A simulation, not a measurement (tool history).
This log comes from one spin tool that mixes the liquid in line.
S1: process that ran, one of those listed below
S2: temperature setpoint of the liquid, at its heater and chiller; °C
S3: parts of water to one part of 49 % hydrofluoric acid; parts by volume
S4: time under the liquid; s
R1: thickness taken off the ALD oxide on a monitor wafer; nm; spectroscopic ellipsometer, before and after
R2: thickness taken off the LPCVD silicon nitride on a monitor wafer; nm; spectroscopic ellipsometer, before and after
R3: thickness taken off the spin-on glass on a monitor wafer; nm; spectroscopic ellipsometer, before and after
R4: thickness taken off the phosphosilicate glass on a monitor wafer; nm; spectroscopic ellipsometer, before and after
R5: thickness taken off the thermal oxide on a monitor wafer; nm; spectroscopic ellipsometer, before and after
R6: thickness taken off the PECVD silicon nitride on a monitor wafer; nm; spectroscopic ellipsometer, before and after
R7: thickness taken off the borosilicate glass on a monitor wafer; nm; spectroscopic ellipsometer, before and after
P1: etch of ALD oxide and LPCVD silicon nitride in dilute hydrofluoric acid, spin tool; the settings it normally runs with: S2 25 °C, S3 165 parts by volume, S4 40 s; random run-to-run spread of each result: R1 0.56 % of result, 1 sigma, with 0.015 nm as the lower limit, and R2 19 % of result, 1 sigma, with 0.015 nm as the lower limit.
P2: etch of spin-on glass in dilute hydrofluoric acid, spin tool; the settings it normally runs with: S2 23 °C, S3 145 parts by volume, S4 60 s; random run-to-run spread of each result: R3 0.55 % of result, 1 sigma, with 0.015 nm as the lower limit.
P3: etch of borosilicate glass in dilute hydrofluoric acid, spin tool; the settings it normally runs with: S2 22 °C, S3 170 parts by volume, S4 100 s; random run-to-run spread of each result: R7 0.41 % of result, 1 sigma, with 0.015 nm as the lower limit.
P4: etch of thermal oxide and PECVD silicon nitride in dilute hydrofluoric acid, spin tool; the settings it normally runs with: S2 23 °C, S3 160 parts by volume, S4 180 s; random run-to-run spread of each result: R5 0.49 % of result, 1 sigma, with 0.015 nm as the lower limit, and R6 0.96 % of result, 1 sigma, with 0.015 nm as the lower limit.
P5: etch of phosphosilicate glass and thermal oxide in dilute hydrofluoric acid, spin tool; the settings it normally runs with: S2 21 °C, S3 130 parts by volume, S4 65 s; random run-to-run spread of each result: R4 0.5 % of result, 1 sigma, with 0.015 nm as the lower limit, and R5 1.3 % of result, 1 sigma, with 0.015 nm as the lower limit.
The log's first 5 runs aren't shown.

| run | day | S1 | S2 | S3 | S4 | R1 | R2 | R3 | R4 | R5 | R6 | R7 |
|---|---|---|---|---|---|---|---|---|---|---|---|---|
| 6 | 1.242 | P1 | 25 | 165 | 65 | 12.851 | 0.1844 |  |  |  |  |  |
| 7 | 1.438 | P4 | 23 | 160 | 180 |  |  |  |  | 4.6828 | 2.6115 |  |
| 8 | 1.562 | P1 | 19.5 | 165 | 40 | 6.4266 | 0.06939 |  |  |  |  |  |
| 9 | 1.696 | P1 | 25 | 165 | 15 | 2.9478 | 0.027789 |  |  |  |  |  |
| 10 | 1.904 | P5 | 21 | 235 | 65 |  |  |  | 23.639 | 1.0137 |  |  |
| 11 | 2.146 | P4 | 23 | 160 | 180 |  |  |  |  | 4.6894 | 2.6504 |  |
| 12 | 2.283 | P1 | 25 | 165 | 40 | 7.9213 | 0.065812 |  |  |  |  |  |
| 13 | 2.488 | P2 | 23 | 145 | 60 |  |  | 14.55 |  |  |  |  |
| 14 | 2.629 | P2 | 23 | 215 | 60 |  |  | 9.1187 |  |  |  |  |
| 15 | 2.775 | P3 | 17 | 170 | 100 |  |  |  |  |  |  | 14.813 |
| 16 | 2.917 | P5 | 29 | 130 | 65 |  |  |  | 64.79 | 2.8142 |  |  |
| 17 | 3.138 | P4 | 27.5 | 160 | 180 |  |  |  |  | 5.5211 | 3.4536 |  |
| 18 | 3.358 | P1 | 25 | 35 | 40 | 43.843 | 0.72073 |  |  |  |  |  |
| 19 | 3.475 | P1 | 25 | 165 | 40 | 7.9454 | 0.12069 |  |  |  |  |  |
| 20 | 3.725 | P2 | 23 | 145 | 35 |  |  | 8.4701 |  |  |  |  |
| 21 | 3.858 | P3 | 22 | 50 | 100 |  |  |  |  |  |  | 70.917 |
| 22 | 4.054 | P1 | 25 | 165 | 40 | 7.9692 | 0.14601 |  |  |  |  |  |
| 23 | 4.288 | P5 | 21 | 130 | 65 |  |  |  | 47.66 | 2.0695 |  |  |
| 24 | 4.529 | P3 | 22 | 170 | 100 |  |  |  |  |  |  | 17.955 |
| 25 | 4.712 | P3 | 22 | 170 | 15 |  |  |  |  |  |  | 2.6969 |
| 26 | 4.962 | P4 | 23 | 160 | 365 |  |  |  |  | 9.4085 | 5.341 |  |
| 27 | 5.083 | P1 | 32 | 165 | 40 | 10.273 | 0.14514 |  |  |  |  |  |
| 28 | 5.288 | P1 | 25 | 165 | 40 | 7.9487 | 0.10705 |  |  |  |  |  |
| 29 | 5.404 | P1 | 25 | 165 | 40 | 7.8836 | 0.10714 |  |  |  |  |  |
| 30 | 5.529 | P1 | 25 | 165 | 40 | 7.9415 | 0.15905 |  |  |  |  |  |

Run 31 has not been measured yet. What should we expect?
| 31 | 5.646 | P4 | 23 | 260 | 180 |  |  |  |  | ? | ? |  |

Run 31 measured R5 2.5557 nm, R6 1.6225 nm.
